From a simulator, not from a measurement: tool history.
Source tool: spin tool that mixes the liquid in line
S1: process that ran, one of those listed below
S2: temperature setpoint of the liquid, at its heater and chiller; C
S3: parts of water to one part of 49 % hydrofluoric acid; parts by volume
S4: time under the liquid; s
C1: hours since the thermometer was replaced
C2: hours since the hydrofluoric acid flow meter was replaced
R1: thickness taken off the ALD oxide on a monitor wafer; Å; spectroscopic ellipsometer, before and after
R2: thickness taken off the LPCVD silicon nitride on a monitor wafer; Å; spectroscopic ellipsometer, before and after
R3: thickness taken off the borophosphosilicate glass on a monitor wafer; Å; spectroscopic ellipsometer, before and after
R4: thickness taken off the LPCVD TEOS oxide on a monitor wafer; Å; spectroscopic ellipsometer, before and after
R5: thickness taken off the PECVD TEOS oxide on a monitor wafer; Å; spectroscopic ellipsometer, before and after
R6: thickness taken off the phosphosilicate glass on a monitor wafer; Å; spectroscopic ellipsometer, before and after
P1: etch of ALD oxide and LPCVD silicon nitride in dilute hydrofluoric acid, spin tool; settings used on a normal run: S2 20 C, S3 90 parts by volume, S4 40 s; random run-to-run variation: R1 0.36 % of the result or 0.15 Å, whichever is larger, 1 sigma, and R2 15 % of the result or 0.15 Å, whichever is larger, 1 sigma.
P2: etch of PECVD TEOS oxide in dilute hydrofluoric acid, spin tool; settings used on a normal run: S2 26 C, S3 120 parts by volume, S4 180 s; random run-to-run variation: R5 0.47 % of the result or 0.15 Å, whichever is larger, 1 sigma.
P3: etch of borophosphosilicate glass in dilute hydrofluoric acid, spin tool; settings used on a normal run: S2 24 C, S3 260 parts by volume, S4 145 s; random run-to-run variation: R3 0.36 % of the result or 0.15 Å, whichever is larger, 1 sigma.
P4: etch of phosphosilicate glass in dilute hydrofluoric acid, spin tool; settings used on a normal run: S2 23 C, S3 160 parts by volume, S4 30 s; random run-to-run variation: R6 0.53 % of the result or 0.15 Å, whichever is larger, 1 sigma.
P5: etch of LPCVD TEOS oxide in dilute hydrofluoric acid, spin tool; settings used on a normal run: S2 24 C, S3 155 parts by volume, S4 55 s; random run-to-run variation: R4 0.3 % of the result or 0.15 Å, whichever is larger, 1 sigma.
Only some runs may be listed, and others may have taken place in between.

Run 1, hour 8.9: S1 P1, S2 20 C, S3 90 parts by volume, S4 40 s; C1 801.7; C2 301.6. Result: R1 88.598 Å, R2 1.5244 Å.
Run 2, hour 16.7: S1 P1, S2 20 C, S3 90 parts by volume, S4 40 s; C1 809.5; C2 309.4. Result: R1 88.757 Å, R2 1.2111 Å.
Run 3, hour 26.2: S1 P3, S2 32 C, S3 260 parts by volume, S4 145 s; C1 819; C2 318.9. Result: R3 270.08 Å.
Run 4, hour 36.5: S1 P5, S2 24 C, S3 285 parts by volume, S4 55 s; C1 829.3; C2 329.2. Result: R4 81.574 Å.
Run 5, hour 48: S1 P2, S2 26 C, S3 120 parts by volume, S4 180 s; C1 840.8; C2 340.7. Result: R5 197.94 Å.
Run 6, hour 58.1: S1 P4, S2 17.5 C, S3 160 parts by volume, S4 30 s; C1 850.9; C2 350.8. Result: R6 168.28 Å.
Run 7, hour 65.2: S1 P1, S2 20 C, S3 35 parts by volume, S4 40 s; C1 858; C2 357.9. Result: R1 243.38 Å, R2 4.2061 Å.
Run 8, hour 77.1: S1 P1, S2 24 C, S3 90 parts by volume, S4 40 s; C1 869.9; C2 369.8. Result: R1 104.61 Å, R2 2.8944 Å.
Run 9, hour 83.7: S1 P4, S2 23 C, S3 160 parts by volume, S4 30 s; C1 876.5; C2 376.4. Result: R6 207.63 Å.
Run 10, hour 91.3: S1 P3, S2 24 C, S3 40 parts by volume, S4 145 s; C1 884.1; C2 384. Result: R3 1724.9 Å.
Run 11, hour 104.6: S1 P1, S2 20 C, S3 90 parts by volume, S4 40 s; C1 897.4; C2 397.3. Result: R1 89.8 Å, R2 1.6183 Å.
Run 12, hour 110.8: S1 P2, S2 26 C, S3 120 parts by volume, S4 320 s; C1 903.6; C2 403.5. Result: R5 355.65 Å.
Run 13, hour 120.3: S1 P2, S2 26 C, S3 45 parts by volume, S4 180 s; C1 913.1; C2 413. Result: R5 583.6 Å.
Run 14, hour 128.6: S1 P1, S2 20 C, S3 90 parts by volume, S4 40 s; C1 921.4; C2 421.3. Result: R1 89.049 Å, R2 2.2324 Å.
Run 15, hour 141.5: S1 P1, S2 20 C, S3 90 parts by volume, S4 60 s; C1 934.3; C2 434.2. Result: R1 133.96 Å, R2 2.1145 Å.
Run 16, hour 148.5: S1 P1, S2 17 C, S3 90 parts by volume, S4 60 s; C1 941.3; C2 441.2. Result: R1 117.75 Å, R2 1.9012 Å.
Run 17, hour 156.8: S1 P5, S2 17 C, S3 155 parts by volume, S4 55 s; C1 949.6; C2 449.5. Result: R4 129.98 Å.
Run 18, hour 169.2: S1 P5, S2 24 C, S3 155 parts by volume, S4 100 s; C1 962; C2 461.9. Result: R4 313.71 Å.
Run 19, hour 176.3: S1 P1, S2 20 C, S3 160 parts by volume, S4 75 s; C1 969.1; C2 469. Result: R1 86.04 Å, R2 1.7247 Å.
Run 20, hour 188.1: S1 P1, S2 17 C, S3 90 parts by volume, S4 40 s; C1 980.9; C2 480.8. Result: R1 78.522 Å, R2 1.6406 Å.
Run 21, hour 198.2: S1 P2, S2 34 C, S3 120 parts by volume, S4 180 s; C1 991; C2 490.9. Result: R5 269.07 Å.
Run 22, hour 209.6: S1 P4, S2 23 C, S3 40 parts by volume, S4 30 s; C1 1002.4; C2 502.3. Result: R6 963.96 Å.
Run 23, hour 223.3: S1 P1, S2 20 C, S3 145 parts by volume, S4 75 s; C1 1016.1; C2 516. Result: R1 97.76 Å, R2 2.0483 Å.
At hour 232.4: hydrofluoric acid flow meter replaced.
Run 24, hour 234.1: S1 P1, S2 20 C, S3 130 parts by volume, S4 40 s; C1 1026.9; C2 1.8. Result: R1 58.709 Å, R2 1.1012 Å.
Run 25, hour 241.7: S1 P5, S2 24 C, S3 155 parts by volume, S4 55 s; C1 1034.5; C2 9.4. Result: R4 172 Å.
Run 26, hour 252.7: S1 P1, S2 20 C, S3 90 parts by volume, S4 15 s; C1 1045.5; C2 20.4. Result: R1 33.533 Å, R2 0.88734 Å.
Run 27, hour 260.9: S1 P5, S2 24 C, S3 155 parts by volume, S4 55 s; C1 1053.7; C2 28.6. Result: R4 172.9 Å.
Run 28, hour 272.8: S1 P3, S2 24 C, S3 260 parts by volume, S4 285 s; C1 1065.6; C2 40.5. Result: R3 403.84 Å.
Run 29, hour 285: S1 P3, S2 24 C, S3 260 parts by volume, S4 145 s; C1 1077.8; C2 52.7. Result: R3 206.16 Å.
Run 30, hour 296.2: S1 P4, S2 23 C, S3 160 parts by volume, S4 30 s; C1 1089; C2 63.9. Result: R6 209.46 Å.
Run 31, hour 305: S1 P4, S2 23 C, S3 160 parts by volume, S4 15 s; C1 1097.8; C2 72.7. Result: R6 104.58 Å.
Run 32, hour 315.6: S1 P1, S2 20 C, S3 90 parts by volume, S4 40 s; C1 1108.4; C2 83.3. Result: R1 89.092 Å, R2 1.8283 Å.
Run 33, hour 322: S1 P1, S2 20 C, S3 90 parts by volume, S4 40 s; C1 1114.8; C2 89.7. Result: R1 90.401 Å, R2 2.1326 Å.
Run 34, hour 332: S1 P1, S2 20 C, S3 90 parts by volume, S4 40 s; C1 1124.8; C2 99.7. Result: R1 92.614 Å, R2 2.0751 Å.
Run 35, hour 339.2: S1 P1, S2 20 C, S3 90 parts by volume, S4 40 s; C1 1132; C2 106.9. Result: R1 92.892 Å, R2 2.1036 Å.
Run 36, hour 347.2: S1 P1, S2 20 C, S3 90 parts by volume, S4 40 s; C1 1140; C2 114.9. Result: R1 94.675 Å, R2 1.5538 Å.
Run 37, hour 359.9: S1 P1, S2 20 C, S3 90 parts by volume, S4 40 s; C1 1152.7; C2 127.6. Result: R1 94.962 Å, R2 1.6466 Å.
Run 38, hour 373.1: S1 P1, S2 20 C, S3 90 parts by volume, S4 40 s; C1 1165.9; C2 140.8. Result: R1 95.912 Å, R2 1.9022 Å.
Run 39, hour 385.7: S1 P1, S2 20 C, S3 90 parts by volume, S4 40 s; C1 1178.5; C2 153.4. Result: R1 95.518 Å, R2 2.1708 Å.
Run 40, hour 392.7: S1 P1, S2 20 C, S3 90 parts by volume, S4 40 s; C1 1185.5; C2 160.4. Result: R1 95.995 Å, R2 1.8737 Å.
Run 41, hour 405.8: S1 P1, S2 20 C, S3 90 parts by volume, S4 40 s; C1 1198.6; C2 173.5. Result: R1 95.892 Å, R2 1.7413 Å.
Run 42, hour 418.1: S1 P1, S2 20 C, S3 90 parts by volume, S4 40 s; C1 1210.9; C2 185.8. Result: R1 95.826 Å, R2 2.0419 Å.
Run 43, hour 425.1: S1 P1, S2 20 C, S3 90 parts by volume, S4 40 s; C1 1217.9; C2 192.8. Result: R1 96.669 Å, R2 2.1266 Å.

What P1 gives has crept off from where it sat before. The 2 causes that follow fit the log equally well, each at the size noted:
A: hydrofluoric acid flow above the setpoint (%) = 7.65
B: liquid hotter than its thermometer reads (K) = 1.98
Creep in the process output first set in at about hour 315.6.

Each of the 4 check runs below uses one wafer; its results are left as question marks. Which run tells the causes apart?
Run check 1, hour 432.1: S1 P2, S2 30.5 C, S3 50 parts by volume, S4 180 s. Result: R5 ?.
Run check 2, hour 432.1: S1 P4, S2 23 C, S3 60 parts by volume, S4 15 s. Result: R6 ?.
Run check 3, hour 432.1: S1 P3, S2 31 C, S3 260 parts by volume, S4 270 s. Result: R3 ?.
Run check 4, hour 432.1: S1 P5, S2 19 C, S3 155 parts by volume, S4 55 s. Result: R4 ?.

Outcome of each check run for each possible cause:
  check  result    if A    if B
check 1      R5  676.99  675.36
check 2      R6  338.41     339
check 3      R3  535.77  519.09
check 4      R4   154.6  153.62
Per-check spread between the two closest causes, in the result where they differ most: check 1 0.24 %; check 2 0.18 %; check 3 3.16 %; check 4 0.63 %
Of the check runs offered, only check 3 discriminates between the causes; the rest would read about the same regardless of which cause applies.

With check 3 done, the readings were: R3 532.92 Å. Identify which of the listed causes applies.

The correct cause is A, namely: hydrofluoric acid flow above the setpoint (%).
